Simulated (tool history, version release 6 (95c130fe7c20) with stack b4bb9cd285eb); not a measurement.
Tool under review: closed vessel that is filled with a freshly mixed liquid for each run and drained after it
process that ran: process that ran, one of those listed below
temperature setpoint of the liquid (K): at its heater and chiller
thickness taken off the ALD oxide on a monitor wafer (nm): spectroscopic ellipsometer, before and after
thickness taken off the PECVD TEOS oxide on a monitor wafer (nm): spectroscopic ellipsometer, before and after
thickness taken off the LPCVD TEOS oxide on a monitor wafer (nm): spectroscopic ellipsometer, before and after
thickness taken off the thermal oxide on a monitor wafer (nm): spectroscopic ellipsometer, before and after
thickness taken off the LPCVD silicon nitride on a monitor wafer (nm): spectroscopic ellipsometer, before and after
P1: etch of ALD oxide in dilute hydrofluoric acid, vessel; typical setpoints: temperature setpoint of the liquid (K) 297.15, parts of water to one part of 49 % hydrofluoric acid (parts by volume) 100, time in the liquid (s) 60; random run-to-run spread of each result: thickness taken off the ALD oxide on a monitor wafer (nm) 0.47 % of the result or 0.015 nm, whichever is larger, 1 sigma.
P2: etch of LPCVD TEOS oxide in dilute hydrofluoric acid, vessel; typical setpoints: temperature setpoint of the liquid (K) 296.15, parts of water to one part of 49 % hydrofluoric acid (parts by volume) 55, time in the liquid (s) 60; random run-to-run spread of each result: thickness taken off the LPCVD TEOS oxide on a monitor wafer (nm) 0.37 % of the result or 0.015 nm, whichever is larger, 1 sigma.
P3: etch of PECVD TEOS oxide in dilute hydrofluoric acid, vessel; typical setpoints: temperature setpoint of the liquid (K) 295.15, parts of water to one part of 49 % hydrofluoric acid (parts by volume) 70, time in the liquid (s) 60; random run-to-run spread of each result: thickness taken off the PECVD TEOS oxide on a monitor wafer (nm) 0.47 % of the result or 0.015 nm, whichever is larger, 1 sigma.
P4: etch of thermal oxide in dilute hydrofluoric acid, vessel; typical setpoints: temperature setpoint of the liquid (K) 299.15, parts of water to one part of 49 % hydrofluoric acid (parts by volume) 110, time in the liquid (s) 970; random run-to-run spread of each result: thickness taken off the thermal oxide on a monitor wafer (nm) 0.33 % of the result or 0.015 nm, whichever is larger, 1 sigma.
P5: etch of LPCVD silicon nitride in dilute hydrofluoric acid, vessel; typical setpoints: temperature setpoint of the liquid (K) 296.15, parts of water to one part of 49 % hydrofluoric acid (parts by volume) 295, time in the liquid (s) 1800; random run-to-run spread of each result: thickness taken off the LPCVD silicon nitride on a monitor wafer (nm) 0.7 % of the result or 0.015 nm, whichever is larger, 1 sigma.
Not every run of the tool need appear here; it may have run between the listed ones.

run,hour,process that ran,temperature setpoint of the liquid (K),parts of water to one part of 49 % hydrofluoric acid (parts by volume),time in the liquid (s),hours since the thermometer was replaced,hours since the hydrofluoric acid flow meter was replaced,thickness taken off the ALD oxide on a monitor wafer (nm),thickness taken off the PECVD TEOS oxide on a monitor wafer (nm),thickness taken off the LPCVD TEOS oxide on a monitor wafer (nm),thickness taken off the thermal oxide on a monitor wafer (nm),thickness taken off the LPCVD silicon nitride on a monitor wafer (nm)
1,8.7,P1,297.15,100,60,281.9,560.9,9.2632,,,,
2,20.0,P3,295.15,70,60,293.2,572.2,,18.6850,,,
3,28.8,P1,297.15,50,60,302.0,581.0,19.5910,,,,
4,34.9,P2,296.15,95,60,308.1,587.1,,,26.437,,
5,46.3,P2,296.15,55,60,319.5,598.5,,,47.973,,
6,52.7,P1,297.15,175,60,325.9,604.9,4.8131,,,,
7,60.5,P1,291.65,100,95,333.7,612.7,11.6000,,,,
8,68.6,P4,299.15,110,1825,341.8,620.8,,,,84.393,
9,81.8,P4,299.15,110,970,355.0,634.0,,,,44.743,
10,94.2,P1,292.15,100,60,367.4,646.4,7.6037,,,,
11,101.3,P5,296.15,495,1800,374.5,653.5,,,,,1.8715
12,112.2,P1,297.15,100,60,385.4,664.4,9.2343,,,,
13,121.5,P3,301.15,70,60,394.7,673.7,,23.9250,,,
14,133.5,P1,291.15,100,95,406.7,685.7,11.5430,,,,
15,140.5,P1,297.15,100,60,413.7,692.7,9.2542,,,,
16,147.6,P2,296.15,55,95,420.8,699.8,,,75.415,,
17,154.0,P5,296.15,295,1800,427.2,706.2,,,,,3.0655
18,166.8,P3,295.15,70,115,440.0,719.0,,36.2750,,,
19,173.2,P4,304.65,110,970,446.4,725.4,,,,54.973,
20,180.3,P5,296.15,295,3590,453.5,732.5,,,,,6.1449
21,187.0,P1,305.15,100,60,460.2,739.2,12.5520,,,,
22,195.3,P1,297.15,100,30,468.5,747.5,4.6069,,,,
23,207.7,P4,299.15,150,970,480.9,759.9,,,,31.390,
24,215.9,P1,297.15,100,105,489.1,768.1,16.2640,,,,
25,224.4,P5,303.65,295,1800,497.6,776.6,,,,,4.7850
26,234.7,P3,295.15,125,60,507.9,786.9,,9.8276,,,
27,247.6,P1,297.15,100,60,520.8,799.8,9.2244,,,,
28,261.0,P2,303.15,55,60,534.2,813.2,,,63.123,,
29,267.0,P1,297.15,100,60,540.2,819.2,9.2877,,,,
30,278.8,P1,297.15,100,60,552.0,831.0,9.2294,,,,
31,285.9,P1,297.15,100,60,559.1,838.1,9.4350,,,,
32,292.0,P1,297.15,100,60,565.2,844.2,9.5090,,,,
33,301.2,P1,297.15,100,60,574.4,853.4,9.7279,,,,
34,309.2,P1,297.15,100,60,582.4,861.4,9.8214,,,,
35,315.5,P1,297.15,100,60,588.7,867.7,9.7853,,,,
36,324.8,P1,297.15,100,60,598.0,877.0,9.8039,,,,
37,334.4,P1,297.15,100,60,607.6,886.6,9.9166,,,,
38,343.7,P1,297.15,100,60,616.9,895.9,9.9903,,,,
39,356.7,P1,297.15,100,60,629.9,908.9,9.9763,,,,
40,364.4,P1,297.15,100,60,637.6,916.6,9.9237,,,,

Compared with where it was, what P1 gives has crept away. Each cause listed below fits the log as well as the rest, at the size given for it:
A: hydrofluoric acid flow above the setpoint (%) = 6.97
B: liquid hotter than its thermometer reads (K) = 1.92
The creep began at about hour 278.8.

Which of the check runs below tells the causes apart, meaning the causes would give it clearly different results? Each run uses 2 wafers whose results are averaged, and each result is shown as a question mark.
check 1,372.1,P5,300.15,295,1800,,,,,,,?
check 2,372.1,P4,299.15,110,1800,,,,,,?,
check 3,372.1,P3,295.15,115,105,,,,?,,,
check 4,372.1,P2,299.15,55,60,,,,,?,,

What each check would give under each cause:
check,result,if A,if B
check 1,thickness taken off the LPCVD silicon nitride on a monitor wafer (nm),4.1850,4.3769
check 2,thickness taken off the thermal oxide on a monitor wafer (nm),89.802,89.525
check 3,thickness taken off the PECVD TEOS oxide on a monitor wafer (nm),20.4490,20.4500
check 4,thickness taken off the LPCVD TEOS oxide on a monitor wafer (nm),57.948,58.214
Per check, the gap between the least separated pair of causes, taken in the result that splits them most: check 1 4.48 %; check 2 0.31 %; check 3 0 %; check 4 0.46 %
Check 1 distinguishes between the causes, while the remaining checks would return nearly the same result for all of them.

Here is what check 1 returned: thickness taken off the LPCVD silicon nitride on a monitor wafer (nm) 4.1893. Which cause is it?

A is the cause: hydrofluoric acid flow above the setpoint (%).
